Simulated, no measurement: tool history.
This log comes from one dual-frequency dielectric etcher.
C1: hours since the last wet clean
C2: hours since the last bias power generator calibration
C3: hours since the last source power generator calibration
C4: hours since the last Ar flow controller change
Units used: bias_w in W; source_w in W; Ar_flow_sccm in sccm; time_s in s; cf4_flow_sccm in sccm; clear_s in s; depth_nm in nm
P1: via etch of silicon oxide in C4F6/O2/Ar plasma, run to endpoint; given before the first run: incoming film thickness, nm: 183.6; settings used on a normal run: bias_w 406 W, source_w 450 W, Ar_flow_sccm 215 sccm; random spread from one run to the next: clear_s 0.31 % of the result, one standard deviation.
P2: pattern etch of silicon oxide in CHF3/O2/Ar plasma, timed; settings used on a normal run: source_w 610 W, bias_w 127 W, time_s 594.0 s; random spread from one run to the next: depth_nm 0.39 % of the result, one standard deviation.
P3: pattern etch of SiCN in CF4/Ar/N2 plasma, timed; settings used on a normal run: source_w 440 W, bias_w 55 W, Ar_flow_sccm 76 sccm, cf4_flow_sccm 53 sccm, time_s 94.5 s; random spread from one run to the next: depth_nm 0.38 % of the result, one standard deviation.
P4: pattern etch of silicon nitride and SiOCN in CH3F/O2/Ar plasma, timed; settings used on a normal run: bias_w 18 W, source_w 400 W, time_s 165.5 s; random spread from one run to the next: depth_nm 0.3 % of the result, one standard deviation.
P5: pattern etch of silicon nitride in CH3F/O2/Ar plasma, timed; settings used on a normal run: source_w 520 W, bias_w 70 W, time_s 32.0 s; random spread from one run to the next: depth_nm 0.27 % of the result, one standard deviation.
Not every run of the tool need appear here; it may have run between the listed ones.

Run 1, day 0.188: process P1, bias_w 406 W, source_w 450 W, Ar_flow_sccm 215 sccm; C1 110.6; C2 856.5; C3 2165.4; C4 1222.8. Result: clear_s 39.681 s.
Run 2, day 0.446: process P4, bias_w 18 W, source_w 530 W, time_s 165.5 s; C1 116.8; C2 862.7; C3 2171.6; C4 1229.0. Result: depth_nm 22.765 nm.
Run 3, day 0.596: process P3, bias_w 55 W, source_w 590 W, Ar_flow_sccm 76 sccm, time_s 94.5 s, cf4_flow_sccm 53 sccm; C1 120.4; C2 866.3; C3 2175.2; C4 1232.6. Result: depth_nm 97.019 nm.
Run 4, day 0.738: process P2, bias_w 127 W, source_w 610 W, time_s 403.0 s; C1 123.8; C2 869.7; C3 2178.6; C4 1236.0. Result: depth_nm 731.430 nm.
Run 5, day 0.921: process P2, bias_w 127 W, source_w 610 W, time_s 594.0 s; C1 128.2; C2 874.1; C3 2183.0; C4 1240.4. Result: depth_nm 1074.100 nm.
Run 6, day 1.092: process P3, bias_w 55 W, source_w 440 W, Ar_flow_sccm 76 sccm, time_s 94.5 s, cf4_flow_sccm 53 sccm; C1 132.3; C2 878.2; C3 2187.1; C4 1244.5. Result: depth_nm 74.963 nm.
Run 7, day 1.238: process P5, bias_w 70 W, source_w 520 W, time_s 32.0 s; C1 135.8; C2 881.7; C3 2190.6; C4 1248.0. Result: depth_nm 24.174 nm.
Run 8, day 1.454: process P3, bias_w 55 W, source_w 440 W, Ar_flow_sccm 48 sccm, time_s 94.5 s, cf4_flow_sccm 53 sccm; C1 141.0; C2 886.9; C3 2195.8; C4 1253.2. Result: depth_nm 80.250 nm.
Run 9, day 1.600: process P1, bias_w 406 W, source_w 590 W, Ar_flow_sccm 135 sccm; C1 144.5; C2 890.4; C3 2199.3; C4 1256.7. Result: clear_s 33.916 s.
Run 10, day 1.792: process P4, bias_w 18 W, source_w 400 W, time_s 165.5 s; C1 149.1; C2 895.0; C3 2203.9; C4 1261.3. Result: depth_nm 20.747 nm.
Run 11, day 1.992: process P1, bias_w 280 W, source_w 370 W, Ar_flow_sccm 215 sccm; C1 153.9; C2 899.8; C3 2208.7; C4 1266.1. Result: clear_s 48.572 s.
Run 12, day 2.142: process P1, bias_w 474 W, source_w 560 W, Ar_flow_sccm 215 sccm; C1 157.5; C2 903.4; C3 2212.3; C4 1269.7. Result: clear_s 34.299 s.
Run 13, day 2.288: process P5, bias_w 70 W, source_w 520 W, time_s 46.0 s; C1 161.0; C2 906.9; C3 2215.8; C4 1273.2. Result: depth_nm 34.768 nm.
At day 2.312: bias power generator calibrated.
Run 14, day 2.458: process P4, bias_w 21 W, source_w 400 W, time_s 165.5 s; C1 165.1; C2 3.5; C3 2219.9; C4 1277.3. Result: depth_nm 22.156 nm.
Run 15, day 2.588: process P3, bias_w 34 W, source_w 440 W, Ar_flow_sccm 76 sccm, time_s 94.5 s, cf4_flow_sccm 53 sccm; C1 168.2; C2 6.6; C3 2223.0; C4 1280.4. Result: depth_nm 64.157 nm.
At day 2.708: source power generator calibrated.
Run 16, day 2.838: process P1, bias_w 406 W, source_w 450 W, Ar_flow_sccm 171 sccm; C1 174.2; C2 12.6; C3 3.2; C4 1286.4. Result: clear_s 38.631 s.
Run 17, day 3.025: process P3, bias_w 55 W, source_w 440 W, Ar_flow_sccm 76 sccm, time_s 94.5 s, cf4_flow_sccm 67 sccm; C1 178.7; C2 17.1; C3 7.7; C4 1290.9. Result: depth_nm 77.176 nm.
Run 18, day 3.217: process P2, bias_w 127 W, source_w 610 W, time_s 594.0 s; C1 183.3; C2 21.7; C3 12.3; C4 1295.5. Result: depth_nm 1079.100 nm.
Run 19, day 3.433: process P2, bias_w 127 W, source_w 780 W, time_s 594.0 s; C1 188.5; C2 26.9; C3 17.5; C4 1300.7. Result: depth_nm 1190.100 nm.
Run 20, day 3.550: process P2, bias_w 157 W, source_w 610 W, time_s 594.0 s; C1 191.3; C2 29.7; C3 20.3; C4 1303.5. Result: depth_nm 1158.900 nm.
Run 21, day 3.688: process P5, bias_w 70 W, source_w 720 W, time_s 32.0 s; C1 194.6; C2 33.0; C3 23.6; C4 1306.8. Result: depth_nm 27.417 nm.
Run 22, day 3.896: process P1, bias_w 524 W, source_w 450 W, Ar_flow_sccm 215 sccm; C1 199.6; C2 38.0; C3 28.6; C4 1311.8. Result: clear_s 36.067 s.
Run 23, day 4.017: process P1, bias_w 406 W, source_w 450 W, Ar_flow_sccm 215 sccm; C1 202.5; C2 40.9; C3 31.5; C4 1314.7. Result: clear_s 39.581 s.
Run 24, day 4.267: process P3, bias_w 55 W, source_w 440 W, Ar_flow_sccm 76 sccm, time_s 60.0 s, cf4_flow_sccm 53 sccm; C1 208.5; C2 46.9; C3 37.5; C4 1320.7. Result: depth_nm 47.242 nm.
Run 25, day 4.392: process P1, bias_w 406 W, source_w 450 W, Ar_flow_sccm 215 sccm; C1 211.5; C2 49.9; C3 40.5; C4 1323.7. Result: clear_s 39.654 s.
Run 26, day 4.642: process P4, bias_w 18 W, source_w 400 W, time_s 112.0 s; C1 217.5; C2 55.9; C3 46.5; C4 1329.7. Result: depth_nm 13.929 nm.
Run 27, day 4.754: process P1, bias_w 406 W, source_w 290 W, Ar_flow_sccm 215 sccm; C1 220.2; C2 58.6; C3 49.2; C4 1332.4. Result: clear_s 46.328 s.
Run 28, day 4.938: process P1, bias_w 406 W, source_w 450 W, Ar_flow_sccm 298 sccm; C1 224.6; C2 63.0; C3 53.6; C4 1336.8. Result: clear_s 41.022 s.
Run 29, day 5.129: process P5, bias_w 96 W, source_w 520 W, time_s 32.0 s; C1 229.2; C2 67.6; C3 58.2; C4 1341.4. Result: depth_nm 26.859 nm.
Run 30, day 5.279: process P1, bias_w 295 W, source_w 450 W, Ar_flow_sccm 215 sccm; C1 232.8; C2 71.2; C3 61.8; C4 1345.0. Result: clear_s 44.213 s.
Run 31, day 5.433: process P1, bias_w 406 W, source_w 450 W, Ar_flow_sccm 215 sccm; C1 236.5; C2 74.9; C3 65.5; C4 1348.7. Result: clear_s 39.432 s.
Run 32, day 5.604: process P1, bias_w 406 W, source_w 450 W, Ar_flow_sccm 215 sccm; C1 240.6; C2 79.0; C3 69.6; C4 1352.8. Result: clear_s 39.525 s.
Run 33, day 5.750: process P4, bias_w 18 W, source_w 400 W, time_s 165.5 s; C1 244.1; C2 82.5; C3 73.1; C4 1356.3. Result: depth_nm 20.729 nm.
Run 34, day 5.942: process P1, bias_w 406 W, source_w 600 W, Ar_flow_sccm 215 sccm; C1 248.7; C2 87.1; C3 77.7; C4 1360.9. Result: clear_s 35.455 s.
Run 35, day 6.175: process P5, bias_w 70 W, source_w 520 W, time_s 32.0 s; C1 254.3; C2 92.7; C3 83.3; C4 1366.5. Result: depth_nm 24.220 nm.
Run 36, day 6.433: process P1, bias_w 406 W, source_w 450 W, Ar_flow_sccm 215 sccm; C1 260.5; C2 98.9; C3 89.5; C4 1372.7. Result: clear_s 39.215 s.
Run 37, day 6.662: process P1, bias_w 406 W, source_w 450 W, Ar_flow_sccm 215 sccm; C1 266.0; C2 104.4; C3 95.0; C4 1378.2. Result: clear_s 39.274 s.
Run 38, day 6.850: process P1, bias_w 406 W, source_w 450 W, Ar_flow_sccm 215 sccm; C1 270.5; C2 108.9; C3 99.5; C4 1382.7. Result: clear_s 39.313 s.
Run 39, day 7.008: process P1, bias_w 406 W, source_w 450 W, Ar_flow_sccm 215 sccm; C1 274.3; C2 112.7; C3 103.3; C4 1386.5. Result: clear_s 39.142 s.
Run 40, day 7.138: process P1, bias_w 406 W, source_w 450 W, Ar_flow_sccm 215 sccm; C1 277.4; C2 115.8; C3 106.4; C4 1389.6. Result: clear_s 39.176 s.
Run 41, day 7.267: process P1, bias_w 406 W, source_w 450 W, Ar_flow_sccm 215 sccm; C1 280.5; C2 118.9; C3 109.5; C4 1392.7. Result: clear_s 39.029 s.
Run 42, day 7.475: process P1, bias_w 406 W, source_w 450 W, Ar_flow_sccm 215 sccm; C1 285.5; C2 123.9; C3 114.5; C4 1397.7. Result: clear_s 39.014 s.
Run 43, day 7.617: process P1, bias_w 406 W, source_w 450 W, Ar_flow_sccm 215 sccm; C1 288.9; C2 127.3; C3 117.9; C4 1401.1. Result: clear_s 38.687 s.
At day 7.762: wet clean of the chamber.
Run 44, day 7.788: process P1, bias_w 406 W, source_w 450 W, Ar_flow_sccm 215 sccm; C1 0.7; C2 131.4; C3 122.0; C4 1405.2. Result: clear_s 38.904 s.
At day 7.817: Ar flow controller replaced.
Run 45, day 8.000: process P1, bias_w 406 W, source_w 450 W, Ar_flow_sccm 215 sccm; C1 5.8; C2 136.5; C3 127.1; C4 4.5. Result: clear_s 38.796 s.
Run 46, day 8.188: process P1, bias_w 406 W, source_w 450 W, Ar_flow_sccm 215 sccm; C1 10.3; C2 141.0; C3 131.6; C4 9.0. Result: clear_s 38.904 s.
Run 47, day 8.383: process P1, bias_w 406 W, source_w 450 W, Ar_flow_sccm 215 sccm; C1 15.0; C2 145.7; C3 136.3; C4 13.7. Result: clear_s 38.801 s.

Something has made what P1 gives creep away from where it was; the 2 causes below, each at its own stated size, fit the log equally well:
A: bias power that arrives over what is set, % = 4.4
B: source power that arrives over what is set, % = 4.26
Creep in the process output first set in at about day 6.433.
Excluded causes, each with its reason:
chamber walls in a state that raises the etch rate, %: serviced after onset, at day 7.762, with no recovery of the prior output
Ar flow that arrives under what is set, %: serviced after onset, at day 7.817, with no recovery of the prior output

4 check runs are offered, each on 2 wafers whose results are averaged, their results left as question marks. Which one tells the causes apart?
Run check 1, day 8.579: process P5, bias_w 70 W, source_w 520 W, time_s 32.0 s. Result: depth_nm ?.
Run check 2, day 8.579: process P3, bias_w 55 W, source_w 440 W, Ar_flow_sccm 76 sccm, time_s 94.5 s, cf4_flow_sccm 53 sccm. Result: depth_nm ?.
Run check 3, day 8.579: process P4, bias_w 18 W, source_w 400 W, time_s 165.5 s. Result: depth_nm ?.
Run check 4, day 8.579: process P2, bias_w 127 W, source_w 610 W, time_s 594.0 s. Result: depth_nm ?.

Expected result of each check under each candidate cause:
  check    result      if A      if B
check 1  depth_nm    24.528    24.566
check 2  depth_nm    75.819    77.563
check 3  depth_nm    21.034    20.958
check 4  depth_nm  1091.300  1094.400
Gap, in per cent, between the two causes that each check separates least, read from the result that separates them most: check 1 0.15 %; check 2 2.27 %; check 3 0.37 %; check 4 0.29 %
Only check 2 tells the causes apart: in the others they would give nearly the same result.

Here is what check 2 returned: depth_nm 77.460 nm. Which cause is it?

The cause is B: source power that arrives over what is set, %.

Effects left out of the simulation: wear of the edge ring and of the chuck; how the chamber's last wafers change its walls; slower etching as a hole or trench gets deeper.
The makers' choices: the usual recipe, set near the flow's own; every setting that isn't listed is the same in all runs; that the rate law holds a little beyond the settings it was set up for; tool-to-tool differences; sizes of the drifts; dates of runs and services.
